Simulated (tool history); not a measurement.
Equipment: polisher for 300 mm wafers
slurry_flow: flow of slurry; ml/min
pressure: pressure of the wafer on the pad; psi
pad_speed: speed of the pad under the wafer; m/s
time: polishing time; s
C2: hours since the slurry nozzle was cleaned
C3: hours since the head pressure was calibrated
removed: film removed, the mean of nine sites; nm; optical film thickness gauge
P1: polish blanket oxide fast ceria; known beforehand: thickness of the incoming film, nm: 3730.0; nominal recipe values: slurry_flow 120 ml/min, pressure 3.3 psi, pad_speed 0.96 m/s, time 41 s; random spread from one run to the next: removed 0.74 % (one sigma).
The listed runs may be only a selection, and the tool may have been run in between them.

{"run": 1, "hour": 8.9, "slurry_flow": 120, "pressure": 3.3, "pad_speed": 0.96, "time": 41, "wafers polished on this pad": 693, "C2": 164.5, "C3": 709.4, "removed": 592.1}
{"run": 2, "hour": 17.6, "slurry_flow": 120, "pressure": 4.5, "pad_speed": 0.96, "time": 41, "wafers polished on this pad": 817, "C2": 173.2, "C3": 718.1, "removed": 799.26}
{"run": 3, "hour": 24.4, "slurry_flow": 120, "pressure": 3.3, "pad_speed": 0.96, "time": 41, "wafers polished on this pad": 914, "C2": 180, "C3": 724.9, "removed": 586.72}
{"run": 4, "hour": 33.9, "slurry_flow": 75, "pressure": 3.3, "pad_speed": 0.96, "time": 41, "wafers polished on this pad": 1049, "C2": 189.5, "C3": 734.4, "removed": 523.95}
{"run": 5, "hour": 40.4, "slurry_flow": 120, "pressure": 4.5, "pad_speed": 0.96, "time": 27, "wafers polished on this pad": 1142, "C2": 196, "C3": 740.9, "removed": 524.54}
{"run": 6, "hour": 48.6, "slurry_flow": 70, "pressure": 3.3, "pad_speed": 0.96, "time": 56, "wafers polished on this pad": 1259, "C2": 204.2, "C3": 749.1, "removed": 696.04}
{"run": 7, "hour": 54.4, "slurry_flow": 155, "pressure": 3.3, "pad_speed": 0.96, "time": 41, "wafers polished on this pad": 1342, "C2": 210, "C3": 754.9, "removed": 609.96}
{"run": 8, "hour": 63.1, "slurry_flow": 120, "pressure": 3.3, "pad_speed": 0.96, "time": 55, "wafers polished on this pad": 1466, "C2": 218.7, "C3": 763.6, "removed": 791.56}
{"run": 9, "hour": 69.3, "slurry_flow": 120, "pressure": 3.3, "pad_speed": 0.96, "time": 41, "wafers polished on this pad": 1554, "C2": 224.9, "C3": 769.8, "removed": 594.8}
{"run": 10, "hour": 79.2, "slurry_flow": 120, "pressure": 3.3, "pad_speed": 0.96, "time": 41, "wafers polished on this pad": 1696, "C2": 234.8, "C3": 779.7, "removed": 594.48}
{"run": 11, "hour": 87.1, "slurry_flow": 120, "pressure": 3.3, "pad_speed": 0.56, "time": 41, "wafers polished on this pad": 1808, "C2": 242.7, "C3": 787.6, "removed": 344.74}
{"hour": 87.6, "done": "worn pad replaced by a new one"}
{"run": 12, "hour": 99.2, "slurry_flow": 120, "pressure": 3.3, "pad_speed": 1.3, "time": 41, "wafers polished on this pad": 165, "C2": 254.8, "C3": 799.7, "removed": 797.74}
{"run": 13, "hour": 108.2, "slurry_flow": 120, "pressure": 3.3, "pad_speed": 0.96, "time": 24, "wafers polished on this pad": 293, "C2": 263.8, "C3": 808.7, "removed": 342.76}
{"run": 14, "hour": 116.6, "slurry_flow": 85, "pressure": 3.3, "pad_speed": 0.96, "time": 32, "wafers polished on this pad": 413, "C2": 272.2, "C3": 817.1, "removed": 421.13}
{"run": 15, "hour": 124.7, "slurry_flow": 120, "pressure": 1.9, "pad_speed": 0.96, "time": 41, "wafers polished on this pad": 529, "C2": 280.3, "C3": 825.2, "removed": 338.25}
{"run": 16, "hour": 131.2, "slurry_flow": 120, "pressure": 3.3, "pad_speed": 0.96, "time": 41, "wafers polished on this pad": 622, "C2": 286.8, "C3": 831.7, "removed": 590.63}
{"run": 17, "hour": 141.3, "slurry_flow": 120, "pressure": 3.3, "pad_speed": 0.96, "time": 41, "wafers polished on this pad": 766, "C2": 296.9, "C3": 841.8, "removed": 587.83}
{"run": 18, "hour": 147.6, "slurry_flow": 120, "pressure": 3.3, "pad_speed": 0.96, "time": 41, "wafers polished on this pad": 855, "C2": 303.2, "C3": 848.1, "removed": 570.07}
{"run": 19, "hour": 156.6, "slurry_flow": 120, "pressure": 3.3, "pad_speed": 0.96, "time": 41, "wafers polished on this pad": 984, "C2": 312.2, "C3": 857.1, "removed": 549.11}
{"run": 20, "hour": 166.9, "slurry_flow": 120, "pressure": 3.3, "pad_speed": 0.96, "time": 41, "wafers polished on this pad": 1131, "C2": 322.5, "C3": 867.4, "removed": 548.6}
{"hour": 168.1, "done": "worn pad replaced by a new one"}
{"run": 21, "hour": 173.5, "slurry_flow": 120, "pressure": 3.3, "pad_speed": 0.96, "time": 41, "wafers polished on this pad": 78, "C2": 329.1, "C3": 874, "removed": 536.91}
{"run": 22, "hour": 185.9, "slurry_flow": 120, "pressure": 3.3, "pad_speed": 0.96, "time": 41, "wafers polished on this pad": 254, "C2": 341.5, "C3": 886.4, "removed": 539.16}
{"run": 23, "hour": 191.3, "slurry_flow": 120, "pressure": 3.3, "pad_speed": 0.96, "time": 41, "wafers polished on this pad": 331, "C2": 346.9, "C3": 891.8, "removed": 531.52}
{"run": 24, "hour": 199.3, "slurry_flow": 120, "pressure": 3.3, "pad_speed": 0.96, "time": 41, "wafers polished on this pad": 446, "C2": 354.9, "C3": 899.8, "removed": 530.22}

P1 no longer gives what it gave before; its output has crept away from where it was. The following 2 causes, each at its listed size, fit the log equally well:
A: slurry flow missing at the pad, % = 33.9
B: head's pressure below its setpoint, % = 10
Onset of the creep was near hour 141.3.
What rules out each remaining cause:
removal rate lost through wear of the pad, %: was serviced at hour 168.1, once the creep was under way, yet the earlier output never came back

Below are 4 check runs, each averaged over 3 wafers, with their results shown as question marks. Which of them would give clearly different results depending on which cause is behind the drift?
{"run": "check 1", "hour": 207.3, "slurry_flow": 85, "pressure": 3.3, "pad_speed": 0.96, "time": 41, "removed": "?"}
{"run": "check 2", "hour": 207.3, "slurry_flow": 120, "pressure": 2.4, "pad_speed": 0.96, "time": 27, "removed": "?"}
{"run": "check 3", "hour": 207.3, "slurry_flow": 120, "pressure": 2.3, "pad_speed": 0.96, "time": 41, "removed": "?"}
{"run": "check 4", "hour": 207.3, "slurry_flow": 120, "pressure": 4.2, "pad_speed": 0.96, "time": 41, "removed": "?"}

If the cause were each of the candidates in turn, the checks would give the following:
check=check_1 result=removed if_A=469.6 if_B=487.15
check=check_2 result=removed if_A=253.99 if_B=254.09
check=check_3 result=removed if_A=369.62 if_B=369.77
check=check_4 result=removed if_A=674.96 if_B=675.23
Separation of the two closest causes in each check, using whichever result separates them best: check 1 3.67 %; check 2 0.04 %; check 3 0.04 %; check 4 0.04 %
Check 1 tells the causes apart: in the others they would give nearly the same result.

Running check 1 produced the following: removed 467.25 nm. Which one of the listed causes fits?

Of the candidate causes, it is A: slurry flow missing at the pad, %.
